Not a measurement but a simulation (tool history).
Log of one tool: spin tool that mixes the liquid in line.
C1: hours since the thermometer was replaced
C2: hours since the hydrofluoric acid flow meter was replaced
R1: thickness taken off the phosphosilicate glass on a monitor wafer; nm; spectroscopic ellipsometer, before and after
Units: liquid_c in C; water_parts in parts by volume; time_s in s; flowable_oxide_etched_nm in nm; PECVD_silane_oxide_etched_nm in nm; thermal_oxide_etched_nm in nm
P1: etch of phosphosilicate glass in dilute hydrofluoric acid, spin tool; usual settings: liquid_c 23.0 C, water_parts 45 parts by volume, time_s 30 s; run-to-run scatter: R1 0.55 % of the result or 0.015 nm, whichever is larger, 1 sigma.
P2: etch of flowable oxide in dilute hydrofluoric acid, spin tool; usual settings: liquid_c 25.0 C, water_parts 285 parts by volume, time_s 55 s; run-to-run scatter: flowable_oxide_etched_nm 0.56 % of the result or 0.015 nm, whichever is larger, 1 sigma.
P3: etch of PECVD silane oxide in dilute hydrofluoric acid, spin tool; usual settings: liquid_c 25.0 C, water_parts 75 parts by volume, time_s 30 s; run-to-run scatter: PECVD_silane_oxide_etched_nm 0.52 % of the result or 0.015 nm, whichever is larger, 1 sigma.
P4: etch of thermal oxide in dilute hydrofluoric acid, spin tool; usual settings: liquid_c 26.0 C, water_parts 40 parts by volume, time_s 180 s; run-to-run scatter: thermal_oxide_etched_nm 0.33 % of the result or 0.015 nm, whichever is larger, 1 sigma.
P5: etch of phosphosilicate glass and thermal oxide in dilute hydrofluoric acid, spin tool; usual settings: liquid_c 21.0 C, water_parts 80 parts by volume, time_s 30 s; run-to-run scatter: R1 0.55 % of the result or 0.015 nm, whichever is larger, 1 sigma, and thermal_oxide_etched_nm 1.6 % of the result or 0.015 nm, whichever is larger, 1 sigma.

Run 1, hour 3.2: process P1, liquid_c 23.0 C, water_parts 45 parts by volume, time_s 30 s; C1 1390.9; C2 1550.3. Result: R1 96.831 nm.
Run 2, hour 8.5: process P2, liquid_c 25.0 C, water_parts 285 parts by volume, time_s 55 s; C1 1396.2; C2 1555.6. Result: flowable_oxide_etched_nm 6.9248 nm.
Run 3, hour 13.1: process P3, liquid_c 32.0 C, water_parts 75 parts by volume, time_s 30 s; C1 1400.8; C2 1560.2. Result: PECVD_silane_oxide_etched_nm 29.139 nm.
Run 4, hour 16.7: process P2, liquid_c 25.0 C, water_parts 285 parts by volume, time_s 15 s; C1 1404.4; C2 1563.8. Result: flowable_oxide_etched_nm 1.9007 nm.
Run 5, hour 19.7: process P1, liquid_c 23.0 C, water_parts 60 parts by volume, time_s 15 s; C1 1407.4; C2 1566.8. Result: R1 35.943 nm.
Run 6, hour 22.3: process P1, liquid_c 23.0 C, water_parts 45 parts by volume, time_s 30 s; C1 1410.0; C2 1569.4. Result: R1 97.461 nm.
Run 7, hour 25.0: process P2, liquid_c 31.0 C, water_parts 285 parts by volume, time_s 55 s; C1 1412.7; C2 1572.1. Result: flowable_oxide_etched_nm 8.4092 nm.
Run 8, hour 29.7: process P1, liquid_c 23.0 C, water_parts 70 parts by volume, time_s 30 s; C1 1417.4; C2 1576.8. Result: R1 60.989 nm.
Run 9, hour 32.6: process P3, liquid_c 25.0 C, water_parts 75 parts by volume, time_s 60 s; C1 1420.3; C2 1579.7. Result: PECVD_silane_oxide_etched_nm 44.220 nm.
Run 10, hour 36.1: process P3, liquid_c 25.0 C, water_parts 75 parts by volume, time_s 30 s; C1 1423.8; C2 1583.2. Result: PECVD_silane_oxide_etched_nm 22.180 nm.
Run 11, hour 40.7: process P2, liquid_c 25.0 C, water_parts 410 parts by volume, time_s 55 s; C1 1428.4; C2 1587.8. Result: flowable_oxide_etched_nm 4.2020 nm.
Run 12, hour 43.6: process P1, liquid_c 23.0 C, water_parts 45 parts by volume, time_s 30 s; C1 1431.3; C2 1590.7. Result: R1 97.198 nm.
Run 13, hour 47.2: process P4, liquid_c 26.0 C, water_parts 20 parts by volume, time_s 180 s; C1 1434.9; C2 1594.3. Result: thermal_oxide_etched_nm 49.62500 nm.
Run 14, hour 50.4: process P2, liquid_c 25.0 C, water_parts 285 parts by volume, time_s 55 s; C1 1438.1; C2 1597.5. Result: flowable_oxide_etched_nm 6.8301 nm.
Run 15, hour 53.5: process P5, liquid_c 21.0 C, water_parts 80 parts by volume, time_s 15 s; C1 1441.2; C2 1600.6. Result: R1 33.609 nm, thermal_oxide_etched_nm 0.75503 nm.
Run 16, hour 56.8: process P1, liquid_c 17.0 C, water_parts 45 parts by volume, time_s 30 s; C1 1444.5; C2 1603.9. Result: R1 75.487 nm.
Run 17, hour 61.2: process P3, liquid_c 25.0 C, water_parts 75 parts by volume, time_s 30 s; C1 1448.9; C2 1608.3. Result: PECVD_silane_oxide_etched_nm 22.080 nm.
Run 18, hour 65.5: process P4, liquid_c 34.0 C, water_parts 40 parts by volume, time_s 180 s; C1 1453.2; C2 1612.6. Result: thermal_oxide_etched_nm 33.22000 nm.
Run 19, hour 70.4: process P1, liquid_c 23.0 C, water_parts 20 parts by volume, time_s 30 s; C1 1458.1; C2 1617.5. Result: R1 224.910 nm.
Run 20, hour 73.7: process P1, liquid_c 23.0 C, water_parts 30 parts by volume, time_s 55 s; C1 1461.4; C2 1620.8. Result: R1 270.220 nm.
Run 21, hour 76.9: process P4, liquid_c 26.0 C, water_parts 40 parts by volume, time_s 180 s; C1 1464.6; C2 1624.0. Result: thermal_oxide_etched_nm 24.23800 nm.
Run 22, hour 81.8: process P5, liquid_c 21.0 C, water_parts 40 parts by volume, time_s 30 s; C1 1469.5; C2 1628.9. Result: R1 139.130 nm, thermal_oxide_etched_nm 3.40360 nm.
Run 23, hour 85.9: process P1, liquid_c 23.0 C, water_parts 45 parts by volume, time_s 45 s; C1 1473.6; C2 1633.0. Result: R1 145.980 nm.
Run 24, hour 89.7: process P1, liquid_c 23.0 C, water_parts 45 parts by volume, time_s 30 s; C1 1477.4; C2 1636.8. Result: R1 97.940 nm.
Run 25, hour 92.7: process P3, liquid_c 25.0 C, water_parts 25 parts by volume, time_s 30 s; C1 1480.4; C2 1639.8. Result: PECVD_silane_oxide_etched_nm 70.877 nm.
At hour 94.1: hydrofluoric acid flow meter replaced.
Run 26, hour 96.4: process P1, liquid_c 23.0 C, water_parts 45 parts by volume, time_s 15 s; C1 1484.1; C2 2.3. Result: R1 48.688 nm.
Run 27, hour 99.7: process P4, liquid_c 26.0 C, water_parts 40 parts by volume, time_s 180 s; C1 1487.4; C2 5.6. Result: thermal_oxide_etched_nm 24.04900 nm.
Run 28, hour 102.9: process P1, liquid_c 23.0 C, water_parts 45 parts by volume, time_s 30 s; C1 1490.6; C2 8.8. Result: R1 96.494 nm.
Run 29, hour 107.8: process P1, liquid_c 23.0 C, water_parts 45 parts by volume, time_s 30 s; C1 1495.5; C2 13.7. Result: R1 97.082 nm.
Run 30, hour 111.7: process P1, liquid_c 29.5 C, water_parts 45 parts by volume, time_s 30 s; C1 1499.4; C2 17.6. Result: R1 126.410 nm.
Run 31, hour 115.1: process P4, liquid_c 26.0 C, water_parts 40 parts by volume, time_s 30 s; C1 1502.8; C2 21.0. Result: thermal_oxide_etched_nm 4.03730 nm.
Run 32, hour 120.1: process P5, liquid_c 17.0 C, water_parts 80 parts by volume, time_s 30 s; C1 1507.8; C2 26.0. Result: R1 55.773 nm, thermal_oxide_etched_nm 1.35450 nm.
Run 33, hour 124.3: process P5, liquid_c 21.0 C, water_parts 80 parts by volume, time_s 30 s; C1 1512.0; C2 30.2. Result: R1 65.774 nm, thermal_oxide_etched_nm 1.59940 nm.
Run 34, hour 128.7: process P1, liquid_c 23.0 C, water_parts 45 parts by volume, time_s 30 s; C1 1516.4; C2 34.6. Result: R1 96.943 nm.
Run 35, hour 133.7: process P1, liquid_c 23.0 C, water_parts 45 parts by volume, time_s 30 s; C1 1521.4; C2 39.6. Result: R1 100.620 nm.
Run 36, hour 137.4: process P1, liquid_c 23.0 C, water_parts 45 parts by volume, time_s 30 s; C1 1525.1; C2 43.3. Result: R1 101.990 nm.
Run 37, hour 141.2: process P1, liquid_c 23.0 C, water_parts 45 parts by volume, time_s 30 s; C1 1528.9; C2 47.1. Result: R1 103.220 nm.

Run 38 comes next. What will it give?
Run 38, hour 144.3: process P1, liquid_c 23.0 C, water_parts 45 parts by volume, time_s 30 s; C1 1532.0; C2 50.2. Result: R1 ?.

Run 38 gave R1 105.070 nm.
